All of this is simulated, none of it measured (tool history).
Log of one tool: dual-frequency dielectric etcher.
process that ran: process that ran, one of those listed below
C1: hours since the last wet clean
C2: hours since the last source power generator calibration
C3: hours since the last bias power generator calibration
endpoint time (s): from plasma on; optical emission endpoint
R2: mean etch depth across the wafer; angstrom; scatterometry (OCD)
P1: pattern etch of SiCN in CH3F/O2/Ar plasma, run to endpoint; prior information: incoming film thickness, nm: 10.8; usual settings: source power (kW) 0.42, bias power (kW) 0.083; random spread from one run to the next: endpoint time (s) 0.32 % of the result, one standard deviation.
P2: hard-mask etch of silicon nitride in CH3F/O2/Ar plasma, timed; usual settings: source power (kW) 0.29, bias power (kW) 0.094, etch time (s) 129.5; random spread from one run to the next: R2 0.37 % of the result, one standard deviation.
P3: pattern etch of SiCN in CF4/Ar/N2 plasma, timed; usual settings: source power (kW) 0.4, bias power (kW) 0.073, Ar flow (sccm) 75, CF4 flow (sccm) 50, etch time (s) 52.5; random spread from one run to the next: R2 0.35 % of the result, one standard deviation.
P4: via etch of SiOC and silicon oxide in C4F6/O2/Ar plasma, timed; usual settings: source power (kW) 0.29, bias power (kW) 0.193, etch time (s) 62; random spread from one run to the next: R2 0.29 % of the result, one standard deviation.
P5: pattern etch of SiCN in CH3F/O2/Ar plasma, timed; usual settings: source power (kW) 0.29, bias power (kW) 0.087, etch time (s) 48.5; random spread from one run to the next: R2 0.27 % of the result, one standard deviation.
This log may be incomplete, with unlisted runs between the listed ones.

{"run": 1, "hour": 9.2, "process that ran": "P1", "source power (kW)": 0.42, "bias power (kW)": 0.083, "C1": 335.1, "C2": 2271.9, "C3": 928.4, "endpoint time (s)": 26.13}
{"run": 2, "hour": 18.2, "process that ran": "P1", "source power (kW)": 0.42, "bias power (kW)": 0.083, "C1": 344.1, "C2": 2280.9, "C3": 937.4, "endpoint time (s)": 26.023}
{"run": 3, "hour": 24.9, "process that ran": "P2", "source power (kW)": 0.23, "bias power (kW)": 0.094, "etch time (s)": 129.5, "C1": 350.8, "C2": 2287.6, "C3": 944.1, "R2": 808.31}
{"run": 4, "hour": 29.7, "process that ran": "P1", "source power (kW)": 0.42, "bias power (kW)": 0.083, "C1": 355.6, "C2": 2292.4, "C3": 948.9, "endpoint time (s)": 26.203}
{"run": 5, "hour": 37.4, "process that ran": "P1", "source power (kW)": 0.31, "bias power (kW)": 0.062, "C1": 363.3, "C2": 2300.1, "C3": 956.6, "endpoint time (s)": 32.49}
{"run": 6, "hour": 43.8, "process that ran": "P4", "source power (kW)": 0.29, "bias power (kW)": 0.193, "etch time (s)": 62, "C1": 369.7, "C2": 2306.5, "C3": 963, "R2": 639.53}
{"run": 7, "hour": 48.0, "process that ran": "P2", "source power (kW)": 0.29, "bias power (kW)": 0.094, "etch time (s)": 190.5, "C1": 373.9, "C2": 2310.7, "C3": 967.2, "R2": 1313.8}
{"run": 8, "hour": 52.8, "process that ran": "P1", "source power (kW)": 0.42, "bias power (kW)": 0.118, "C1": 378.7, "C2": 2315.5, "C3": 972, "endpoint time (s)": 22.836}
{"run": 9, "hour": 60.3, "process that ran": "P5", "source power (kW)": 0.29, "bias power (kW)": 0.087, "etch time (s)": 48.5, "C1": 386.2, "C2": 2323, "C3": 979.5, "R2": 174.84}
{"run": 10, "hour": 68.3, "process that ran": "P4", "source power (kW)": 0.37, "bias power (kW)": 0.193, "etch time (s)": 62, "C1": 394.2, "C2": 2331, "C3": 987.5, "R2": 700.24}
{"run": 11, "hour": 74.7, "process that ran": "P2", "source power (kW)": 0.29, "bias power (kW)": 0.062, "etch time (s)": 129.5, "C1": 400.6, "C2": 2337.4, "C3": 993.9, "R2": 765.84}
{"run": 12, "hour": 82.3, "process that ran": "P2", "source power (kW)": 0.29, "bias power (kW)": 0.094, "etch time (s)": 129.5, "C1": 408.2, "C2": 2345, "C3": 1001.5, "R2": 899.31}
{"run": 13, "hour": 89.4, "process that ran": "P1", "source power (kW)": 0.42, "bias power (kW)": 0.083, "C1": 415.3, "C2": 2352.1, "C3": 1008.6, "endpoint time (s)": 26.077}
{"run": 14, "hour": 95.5, "process that ran": "P1", "source power (kW)": 0.34, "bias power (kW)": 0.055, "C1": 421.4, "C2": 2358.2, "C3": 1014.7, "endpoint time (s)": 32.836}
{"run": 15, "hour": 102.2, "process that ran": "P5", "source power (kW)": 0.29, "bias power (kW)": 0.061, "etch time (s)": 48.5, "C1": 428.1, "C2": 2364.9, "C3": 1021.4, "R2": 154.03}
{"run": 16, "hour": 106.6, "process that ran": "P3", "source power (kW)": 0.4, "bias power (kW)": 0.052, "etch time (s)": 52.5, "Ar flow (sccm)": 75, "CF4 flow (sccm)": 50, "C1": 432.5, "C2": 2369.3, "C3": 1025.8, "R2": 365.55}
{"run": 17, "hour": 112.4, "process that ran": "P1", "source power (kW)": 0.42, "bias power (kW)": 0.083, "C1": 438.3, "C2": 2375.1, "C3": 1031.6, "endpoint time (s)": 26.091}
{"run": 18, "hour": 121.9, "process that ran": "P1", "source power (kW)": 0.28, "bias power (kW)": 0.083, "C1": 447.8, "C2": 2384.6, "C3": 1041.1, "endpoint time (s)": 30.515}
{"run": 19, "hour": 128.5, "process that ran": "P4", "source power (kW)": 0.29, "bias power (kW)": 0.125, "etch time (s)": 62, "C1": 454.4, "C2": 2391.2, "C3": 1047.7, "R2": 558.21}
{"run": 20, "hour": 133.2, "process that ran": "P3", "source power (kW)": 0.4, "bias power (kW)": 0.073, "etch time (s)": 76, "Ar flow (sccm)": 75, "CF4 flow (sccm)": 50, "C1": 459.1, "C2": 2395.9, "C3": 1052.4, "R2": 591.12}
{"run": 21, "hour": 142.5, "process that ran": "P2", "source power (kW)": 0.29, "bias power (kW)": 0.094, "etch time (s)": 129.5, "C1": 468.4, "C2": 2405.2, "C3": 1061.7, "R2": 886.54}
{"run": 22, "hour": 148.8, "process that ran": "P3", "source power (kW)": 0.4, "bias power (kW)": 0.073, "etch time (s)": 52.5, "Ar flow (sccm)": 75, "CF4 flow (sccm)": 50, "C1": 474.7, "C2": 2411.5, "C3": 1068, "R2": 411.05}
{"run": 23, "hour": 156.0, "process that ran": "P4", "source power (kW)": 0.29, "bias power (kW)": 0.193, "etch time (s)": 83.5, "C1": 481.9, "C2": 2418.7, "C3": 1075.2, "R2": 864.17}
{"run": 24, "hour": 165.5, "process that ran": "P5", "source power (kW)": 0.37, "bias power (kW)": 0.087, "etch time (s)": 48.5, "C1": 491.4, "C2": 2428.2, "C3": 1084.7, "R2": 191.43}
{"run": 25, "hour": 171.3, "process that ran": "P5", "source power (kW)": 0.29, "bias power (kW)": 0.087, "etch time (s)": 48.5, "C1": 497.2, "C2": 2434, "C3": 1090.5, "R2": 175.46}
{"run": 26, "hour": 178.8, "process that ran": "P1", "source power (kW)": 0.34, "bias power (kW)": 0.101, "C1": 504.7, "C2": 2441.5, "C3": 1098, "endpoint time (s)": 26.245}
{"run": 27, "hour": 187.1, "process that ran": "P3", "source power (kW)": 0.4, "bias power (kW)": 0.073, "etch time (s)": 52.5, "Ar flow (sccm)": 75, "CF4 flow (sccm)": 70, "C1": 513, "C2": 2449.8, "C3": 1106.3, "R2": 430.16}
{"run": 28, "hour": 193.5, "process that ran": "P3", "source power (kW)": 0.51, "bias power (kW)": 0.073, "etch time (s)": 52.5, "Ar flow (sccm)": 75, "CF4 flow (sccm)": 50, "C1": 519.4, "C2": 2456.2, "C3": 1112.7, "R2": 504.5}
{"hour": 195.3, "done": "wet clean of the chamber"}
{"run": 29, "hour": 197.7, "process that ran": "P1", "source power (kW)": 0.42, "bias power (kW)": 0.083, "C1": 2.5, "C2": 2460.4, "C3": 1116.9, "endpoint time (s)": 26.142}
{"run": 30, "hour": 206.3, "process that ran": "P1", "source power (kW)": 0.54, "bias power (kW)": 0.083, "C1": 11.1, "C2": 2469, "C3": 1125.5, "endpoint time (s)": 23.706}
{"run": 31, "hour": 214.3, "process that ran": "P5", "source power (kW)": 0.29, "bias power (kW)": 0.087, "etch time (s)": 70, "C1": 19.1, "C2": 2477, "C3": 1133.5, "R2": 251.39}
{"run": 32, "hour": 223.9, "process that ran": "P1", "source power (kW)": 0.42, "bias power (kW)": 0.057, "C1": 28.7, "C2": 2486.6, "C3": 1143.1, "endpoint time (s)": 29.95}
{"run": 33, "hour": 229.5, "process that ran": "P3", "source power (kW)": 0.4, "bias power (kW)": 0.073, "etch time (s)": 52.5, "Ar flow (sccm)": 48, "CF4 flow (sccm)": 50, "C1": 34.3, "C2": 2492.2, "C3": 1148.7, "R2": 439.09}
{"run": 34, "hour": 238.0, "process that ran": "P1", "source power (kW)": 0.42, "bias power (kW)": 0.083, "C1": 42.8, "C2": 2500.7, "C3": 1157.2, "endpoint time (s)": 26.028}
{"run": 35, "hour": 242.9, "process that ran": "P1", "source power (kW)": 0.42, "bias power (kW)": 0.083, "C1": 47.7, "C2": 2505.6, "C3": 1162.1, "endpoint time (s)": 26.003}
{"run": 36, "hour": 251.2, "process that ran": "P1", "source power (kW)": 0.42, "bias power (kW)": 0.083, "C1": 56, "C2": 2513.9, "C3": 1170.4, "endpoint time (s)": 25.919}
{"run": 37, "hour": 256.1, "process that ran": "P1", "source power (kW)": 0.42, "bias power (kW)": 0.083, "C1": 60.9, "C2": 2518.8, "C3": 1175.3, "endpoint time (s)": 25.775}
{"hour": 256.9, "done": "wet clean of the chamber"}
{"run": 38, "hour": 263.1, "process that ran": "P1", "source power (kW)": 0.42, "bias power (kW)": 0.083, "C1": 6.2, "C2": 2525.8, "C3": 1182.3, "endpoint time (s)": 25.837}
{"run": 39, "hour": 272.6, "process that ran": "P1", "source power (kW)": 0.42, "bias power (kW)": 0.083, "C1": 15.7, "C2": 2535.3, "C3": 1191.8, "endpoint time (s)": 25.845}
{"run": 40, "hour": 278.6, "process that ran": "P1", "source power (kW)": 0.42, "bias power (kW)": 0.083, "C1": 21.7, "C2": 2541.3, "C3": 1197.8, "endpoint time (s)": 25.858}
{"run": 41, "hour": 283.4, "process that ran": "P1", "source power (kW)": 0.42, "bias power (kW)": 0.083, "C1": 26.5, "C2": 2546.1, "C3": 1202.6, "endpoint time (s)": 25.765}

Compared with where it was, what P1 gives has crept away. Each cause listed below fits the log as well as the rest, at the size given for it:
A: source power that arrives over what is set, % = 4.37
B: bias power that arrives over what is set, % = 4.48
The gradual shift began around hour 238.
Excluded causes, each with its reason:
chamber walls in a state that raises the etch rate, %: serviced at hour 256.9, after the drift had started, without restoring the earlier output

You are offered 4 check runs, listed below with question marks in place of their results; each one averages 2 wafers. Which run separates the listed causes by giving clearly different results for each?
{"run": "check 1", "hour": 288.2, "process that ran": "P5", "source power (kW)": 0.29, "bias power (kW)": 0.087, "etch time (s)": 48.5, "R2": "?"}
{"run": "check 2", "hour": 288.2, "process that ran": "P2", "source power (kW)": 0.29, "bias power (kW)": 0.094, "etch time (s)": 129.5, "R2": "?"}
{"run": "check 3", "hour": 288.2, "process that ran": "P3", "source power (kW)": 0.4, "bias power (kW)": 0.073, "etch time (s)": 52.5, "Ar flow (sccm)": 75, "CF4 flow (sccm)": 50, "R2": "?"}
{"run": "check 4", "hour": 288.2, "process that ran": "P4", "source power (kW)": 0.29, "bias power (kW)": 0.193, "etch time (s)": 62, "R2": "?"}

How each check would come out, cause by cause:
check=check_1 result=R2 if_A=177.92 if_B=178.05
check=check_2 result=R2 if_A=904.03 if_B=904.42
check=check_3 result=R2 if_A=426.2 if_B=416.95
check=check_4 result=R2 if_A=649.26 if_B=648.16
How far apart the two closest causes lie, in the result that separates them most: check 1 0.07 %; check 2 0.04 %; check 3 2.19 %; check 4 0.17 %
Of the check runs offered, only check 3 discriminates between the causes; the rest would read about the same regardless of which cause applies.

Then check 3 was run and gave: R2 417.03 angstrom. Which cause is it?

B is the cause: bias power that arrives over what is set, %.
